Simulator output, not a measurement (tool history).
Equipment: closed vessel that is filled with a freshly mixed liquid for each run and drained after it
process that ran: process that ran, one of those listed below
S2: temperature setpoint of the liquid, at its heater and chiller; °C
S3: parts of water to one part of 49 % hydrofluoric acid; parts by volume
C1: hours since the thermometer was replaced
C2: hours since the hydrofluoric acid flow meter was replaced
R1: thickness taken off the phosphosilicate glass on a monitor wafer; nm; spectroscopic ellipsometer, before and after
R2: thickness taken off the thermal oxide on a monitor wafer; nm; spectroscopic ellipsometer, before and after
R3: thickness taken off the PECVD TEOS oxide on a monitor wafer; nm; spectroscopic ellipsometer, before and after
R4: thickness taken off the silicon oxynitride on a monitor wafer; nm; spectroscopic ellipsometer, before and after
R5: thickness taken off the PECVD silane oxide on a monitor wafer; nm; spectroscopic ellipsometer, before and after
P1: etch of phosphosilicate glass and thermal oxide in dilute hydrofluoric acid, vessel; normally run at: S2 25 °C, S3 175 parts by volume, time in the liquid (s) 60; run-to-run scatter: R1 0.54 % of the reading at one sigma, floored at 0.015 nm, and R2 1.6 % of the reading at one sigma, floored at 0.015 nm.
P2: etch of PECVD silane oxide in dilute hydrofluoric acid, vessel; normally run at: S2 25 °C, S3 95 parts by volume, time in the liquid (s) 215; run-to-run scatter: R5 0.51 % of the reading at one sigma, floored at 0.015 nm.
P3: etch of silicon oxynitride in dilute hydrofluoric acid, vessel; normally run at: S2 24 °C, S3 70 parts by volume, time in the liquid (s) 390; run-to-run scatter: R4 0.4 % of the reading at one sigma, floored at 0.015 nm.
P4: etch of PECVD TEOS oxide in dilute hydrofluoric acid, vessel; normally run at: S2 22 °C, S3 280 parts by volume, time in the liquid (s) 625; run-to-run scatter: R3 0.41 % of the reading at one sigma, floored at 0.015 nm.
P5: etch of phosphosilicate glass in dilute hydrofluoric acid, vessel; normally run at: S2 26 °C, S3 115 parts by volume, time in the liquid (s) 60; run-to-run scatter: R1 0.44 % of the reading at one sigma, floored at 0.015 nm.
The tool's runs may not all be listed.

{"run": 1, "hour": 11.5, "process that ran": "P1", "S2": 25, "S3": 175, "time in the liquid (s)": 60, "C1": 1372, "C2": 1129.4, "R1": 41.891, "R2": 1.5544}
{"run": 2, "hour": 21.7, "process that ran": "P1", "S2": 25, "S3": 175, "time in the liquid (s)": 100, "C1": 1382.2, "C2": 1139.6, "R1": 70.228, "R2": 2.5325}
{"run": 3, "hour": 31.9, "process that ran": "P4", "S2": 22, "S3": 130, "time in the liquid (s)": 625, "C1": 1392.4, "C2": 1149.8, "R3": 41.182}
{"run": 4, "hour": 41.8, "process that ran": "P3", "S2": 24, "S3": 70, "time in the liquid (s)": 390, "C1": 1402.3, "C2": 1159.7, "R4": 10.51}
{"run": 5, "hour": 50.8, "process that ran": "P1", "S2": 25, "S3": 175, "time in the liquid (s)": 60, "C1": 1411.3, "C2": 1168.7, "R1": 41.862, "R2": 1.4937}
{"run": 6, "hour": 64.1, "process that ran": "P3", "S2": 17, "S3": 70, "time in the liquid (s)": 390, "C1": 1424.6, "C2": 1182, "R4": 7.3811}
{"run": 7, "hour": 70.9, "process that ran": "P2", "S2": 25, "S3": 145, "time in the liquid (s)": 215, "C1": 1431.4, "C2": 1188.8, "R5": 22.449}
{"run": 8, "hour": 78.9, "process that ran": "P4", "S2": 22, "S3": 280, "time in the liquid (s)": 625, "C1": 1439.4, "C2": 1196.8, "R3": 16.266}
{"run": 9, "hour": 85.4, "process that ran": "P3", "S2": 24, "S3": 70, "time in the liquid (s)": 200, "C1": 1445.9, "C2": 1203.3, "R4": 5.3331}
{"run": 10, "hour": 95.6, "process that ran": "P2", "S2": 25, "S3": 95, "time in the liquid (s)": 30, "C1": 1456.1, "C2": 1213.5, "R5": 5.1}
{"run": 11, "hour": 104.3, "process that ran": "P2", "S2": 25, "S3": 95, "time in the liquid (s)": 215, "C1": 1464.8, "C2": 1222.2, "R5": 36.566}
{"run": 12, "hour": 113.9, "process that ran": "P1", "S2": 18.5, "S3": 70, "time in the liquid (s)": 60, "C1": 1474.4, "C2": 1231.8, "R1": 92.077, "R2": 3.2206}
{"run": 13, "hour": 120.0, "process that ran": "P1", "S2": 18.5, "S3": 175, "time in the liquid (s)": 60, "C1": 1480.5, "C2": 1237.9, "R1": 32.565, "R2": 1.1564}
{"run": 14, "hour": 126.5, "process that ran": "P1", "S2": 30, "S3": 175, "time in the liquid (s)": 60, "C1": 1487, "C2": 1244.4, "R1": 50.176, "R2": 1.8073}
{"run": 15, "hour": 136.3, "process that ran": "P1", "S2": 25, "S3": 65, "time in the liquid (s)": 115, "C1": 1496.8, "C2": 1254.2, "R1": 248.58, "R2": 8.9753}
{"run": 16, "hour": 144.4, "process that ran": "P5", "S2": 32, "S3": 115, "time in the liquid (s)": 60, "C1": 1504.9, "C2": 1262.3, "R1": 46.187}
{"run": 17, "hour": 157.4, "process that ran": "P2", "S2": 17.5, "S3": 95, "time in the liquid (s)": 215, "C1": 1517.9, "C2": 1275.3, "R5": 27.088}
{"run": 18, "hour": 167.7, "process that ran": "P1", "S2": 25, "S3": 245, "time in the liquid (s)": 60, "C1": 1528.2, "C2": 1285.6, "R1": 28.009, "R2": 1.015}
{"run": 19, "hour": 178.9, "process that ran": "P1", "S2": 25, "S3": 175, "time in the liquid (s)": 60, "C1": 1539.4, "C2": 1296.8, "R1": 41.893, "R2": 1.4932}
{"run": 20, "hour": 185.4, "process that ran": "P1", "S2": 25, "S3": 175, "time in the liquid (s)": 60, "C1": 1545.9, "C2": 1303.3, "R1": 41.93, "R2": 1.5237}
{"run": 21, "hour": 191.5, "process that ran": "P5", "S2": 26, "S3": 60, "time in the liquid (s)": 60, "C1": 1552, "C2": 1309.4, "R1": 76.248}
{"run": 22, "hour": 200.2, "process that ran": "P5", "S2": 26, "S3": 115, "time in the liquid (s)": 60, "C1": 1560.7, "C2": 1318.1, "R1": 36.853}
{"run": 23, "hour": 212.9, "process that ran": "P3", "S2": 24, "S3": 70, "time in the liquid (s)": 390, "C1": 1573.4, "C2": 1330.8, "R4": 10.539}
{"run": 24, "hour": 221.0, "process that ran": "P2", "S2": 25, "S3": 95, "time in the liquid (s)": 215, "C1": 1581.5, "C2": 1338.9, "R5": 36.758}
{"run": 25, "hour": 229.2, "process that ran": "P4", "S2": 22, "S3": 280, "time in the liquid (s)": 215, "C1": 1589.7, "C2": 1347.1, "R3": 5.6247}
{"run": 26, "hour": 236.7, "process that ran": "P1", "S2": 25, "S3": 175, "time in the liquid (s)": 60, "C1": 1597.2, "C2": 1354.6, "R1": 42.294, "R2": 1.5362}
{"run": 27, "hour": 246.9, "process that ran": "P5", "S2": 26, "S3": 115, "time in the liquid (s)": 110, "C1": 1607.4, "C2": 1364.8, "R1": 67.798}
{"run": 28, "hour": 256.7, "process that ran": "P3", "S2": 24, "S3": 125, "time in the liquid (s)": 390, "C1": 1617.2, "C2": 1374.6, "R4": 5.6476}
{"run": 29, "hour": 265.5, "process that ran": "P1", "S2": 25, "S3": 85, "time in the liquid (s)": 60, "C1": 1626, "C2": 1383.4, "R1": 96.606, "R2": 3.5304}
{"run": 30, "hour": 272.4, "process that ran": "P4", "S2": 17, "S3": 280, "time in the liquid (s)": 625, "C1": 1632.9, "C2": 1390.3, "R3": 13.588}
{"run": 31, "hour": 283.0, "process that ran": "P1", "S2": 25, "S3": 175, "time in the liquid (s)": 30, "C1": 1643.5, "C2": 1400.9, "R1": 21.303, "R2": 0.75624}
{"run": 32, "hour": 294.1, "process that ran": "P4", "S2": 22, "S3": 280, "time in the liquid (s)": 625, "C1": 1654.6, "C2": 1412, "R3": 16.341}
{"run": 33, "hour": 303.6, "process that ran": "P1", "S2": 25, "S3": 175, "time in the liquid (s)": 60, "C1": 1664.1, "C2": 1421.5, "R1": 41.968, "R2": 1.5001}
{"run": 34, "hour": 315.8, "process that ran": "P1", "S2": 25, "S3": 175, "time in the liquid (s)": 60, "C1": 1676.3, "C2": 1433.7, "R1": 41.951, "R2": 1.4757}
{"run": 35, "hour": 322.3, "process that ran": "P1", "S2": 25, "S3": 175, "time in the liquid (s)": 60, "C1": 1682.8, "C2": 1440.2, "R1": 41.469, "R2": 1.5201}
{"run": 36, "hour": 333.5, "process that ran": "P1", "S2": 25, "S3": 175, "time in the liquid (s)": 60, "C1": 1694, "C2": 1451.4, "R1": 40.168, "R2": 1.4909}
{"run": 37, "hour": 346.7, "process that ran": "P1", "S2": 25, "S3": 175, "time in the liquid (s)": 60, "C1": 1707.2, "C2": 1464.6, "R1": 39.427, "R2": 1.428}
{"run": 38, "hour": 356.9, "process that ran": "P1", "S2": 25, "S3": 175, "time in the liquid (s)": 60, "C1": 1717.4, "C2": 1474.8, "R1": 39.611, "R2": 1.4089}
{"run": 39, "hour": 364.4, "process that ran": "P1", "S2": 25, "S3": 175, "time in the liquid (s)": 60, "C1": 1724.9, "C2": 1482.3, "R1": 39.408, "R2": 1.434}
{"run": 40, "hour": 376.0, "process that ran": "P1", "S2": 25, "S3": 175, "time in the liquid (s)": 60, "C1": 1736.5, "C2": 1493.9, "R1": 39.151, "R2": 1.3783}
{"run": 41, "hour": 386.2, "process that ran": "P1", "S2": 25, "S3": 175, "time in the liquid (s)": 60, "C1": 1746.7, "C2": 1504.1, "R1": 39.087, "R2": 1.4063}
{"run": 42, "hour": 394.1, "process that ran": "P1", "S2": 25, "S3": 175, "time in the liquid (s)": 60, "C1": 1754.6, "C2": 1512, "R1": 38.57, "R2": 1.4012}
{"run": 43, "hour": 407.7, "process that ran": "P1", "S2": 25, "S3": 175, "time in the liquid (s)": 60, "C1": 1768.2, "C2": 1525.6, "R1": 38.608, "R2": 1.3868}

Run 44 has not been measured yet. What should we expect?
{"run": 44, "hour": 417.5, "process that ran": "P1", "S2": 25, "S3": 175, "time in the liquid (s)": 60, "C1": 1778, "C2": 1535.4, "R1": "?", "R2": "?"}

{"run 44": {"R1": 38.599, "R2": 1.4335}}

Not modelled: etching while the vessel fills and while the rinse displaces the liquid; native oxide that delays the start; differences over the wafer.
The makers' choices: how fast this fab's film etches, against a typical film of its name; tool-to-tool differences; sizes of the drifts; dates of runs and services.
